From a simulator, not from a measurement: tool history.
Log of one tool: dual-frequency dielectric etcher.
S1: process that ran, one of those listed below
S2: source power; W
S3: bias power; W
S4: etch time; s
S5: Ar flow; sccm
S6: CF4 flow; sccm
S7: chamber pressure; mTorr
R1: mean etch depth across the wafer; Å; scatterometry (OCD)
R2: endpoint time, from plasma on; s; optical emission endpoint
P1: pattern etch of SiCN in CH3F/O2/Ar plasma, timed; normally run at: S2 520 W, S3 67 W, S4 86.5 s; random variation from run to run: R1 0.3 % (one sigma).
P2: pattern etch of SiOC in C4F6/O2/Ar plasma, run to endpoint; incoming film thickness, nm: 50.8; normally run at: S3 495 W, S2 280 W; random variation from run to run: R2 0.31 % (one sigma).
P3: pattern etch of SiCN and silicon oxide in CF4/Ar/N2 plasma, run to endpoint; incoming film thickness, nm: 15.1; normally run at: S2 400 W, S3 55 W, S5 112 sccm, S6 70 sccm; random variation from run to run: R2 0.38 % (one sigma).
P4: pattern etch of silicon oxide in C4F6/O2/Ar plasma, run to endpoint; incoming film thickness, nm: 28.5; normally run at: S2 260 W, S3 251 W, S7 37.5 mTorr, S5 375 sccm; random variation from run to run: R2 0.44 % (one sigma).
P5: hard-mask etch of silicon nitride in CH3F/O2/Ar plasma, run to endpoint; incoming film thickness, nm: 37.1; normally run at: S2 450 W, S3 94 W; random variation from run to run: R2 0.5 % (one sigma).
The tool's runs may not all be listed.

| run | day | S1 | S2 | S3 | S4 | S5 | S6 | S7 | R1 | R2 |
|---|---|---|---|---|---|---|---|---|---|---|
| 1 | 0.604 | P1 | 520 | 67 | 86.5 |  |  |  | 337.19 |  |
| 2 | 0.929 | P2 | 380 | 495 |  |  |  |  |  | 17.716 |
| 3 | 1.296 | P5 | 580 | 94 |  |  |  |  |  | 43.387 |
| 4 | 1.821 | P1 | 520 | 67 | 86.5 |  |  |  | 337.55 |  |
| 5 | 2.279 | P1 | 520 | 48 | 86.5 |  |  |  | 302.79 |  |
| 6 | 2.746 | P3 | 320 | 55 |  | 112 | 70 |  |  | 26.531 |
| 7 | 3.021 | P1 | 650 | 67 | 86.5 |  |  |  | 367.76 |  |
| 8 | 3.358 | P3 | 400 | 65 |  | 112 | 70 |  |  | 20.661 |
| 9 | 3.721 | P1 | 520 | 67 | 47.5 |  |  |  | 184.92 |  |
| 10 | 4.208 | P3 | 400 | 55 |  | 112 | 70 |  |  | 21.83 |
| 11 | 4.588 | P1 | 520 | 67 | 86.5 |  |  |  | 337.45 |  |
| 12 | 5.062 | P1 | 520 | 67 | 115 |  |  |  | 447.84 |  |
| 13 | 5.383 | P4 | 260 | 337 |  | 375 |  | 37.5 |  | 8.6591 |
| 14 | 5.792 | P1 | 420 | 67 | 86.5 |  |  |  | 312.48 |  |
| 15 | 6.188 | P4 | 260 | 251 |  | 375 |  | 26.5 |  | 9.2307 |
| 16 | 6.721 | P1 | 520 | 67 | 86.5 |  |  |  | 334.99 |  |
| 17 | 7.217 | P1 | 310 | 49 | 86.5 |  |  |  | 249.11 |  |
| 18 | 7.767 | P2 | 280 | 306 |  |  |  |  |  | 23.74 |
| 19 | 8.258 | P1 | 520 | 67 | 86.5 |  |  |  | 337.43 |  |
| 20 | 8.579 | P4 | 260 | 251 |  | 494 |  | 37.5 |  | 9.8799 |
| 21 | 9.021 | P3 | 400 | 55 |  | 112 | 70 |  |  | 21.807 |
| 22 | 9.558 | P2 | 280 | 495 |  |  |  |  |  | 19.942 |
| 23 | 9.858 | P1 | 520 | 88 | 86.5 |  |  |  | 370.37 |  |
| 24 | 10.304 | P1 | 340 | 80 | 86.5 |  |  |  | 306.72 |  |
| 25 | 10.896 | P1 | 520 | 40 | 63.5 |  |  |  | 210.35 |  |
| 26 | 11.354 | P2 | 280 | 495 |  |  |  |  |  | 19.878 |
| 27 | 11.671 | P4 | 260 | 251 |  | 375 |  | 37.5 |  | 9.6727 |
| 28 | 12.05 | P4 | 190 | 251 |  | 375 |  | 37.5 |  | 10.871 |
| 29 | 12.617 | P5 | 450 | 94 |  |  |  |  |  | 47.082 |
| 30 | 12.975 | P4 | 260 | 251 |  | 375 |  | 37.5 |  | 9.692 |
| 31 | 13.533 | P3 | 400 | 55 |  | 146 | 70 |  |  | 22.935 |
| 32 | 13.992 | P3 | 400 | 55 |  | 112 | 84 |  |  | 21.119 |
| 33 | 14.3 | P5 | 450 | 59 |  |  |  |  |  | 55.705 |
| 34 | 14.704 | P1 | 520 | 67 | 86.5 |  |  |  | 337.13 |  |

Run 35 comes next. What will it give?
| 35 | 15.233 | P1 | 520 | 67 | 86.5 |  |  |  | ? |  |

Run 35 gave R1 337.52 Å.
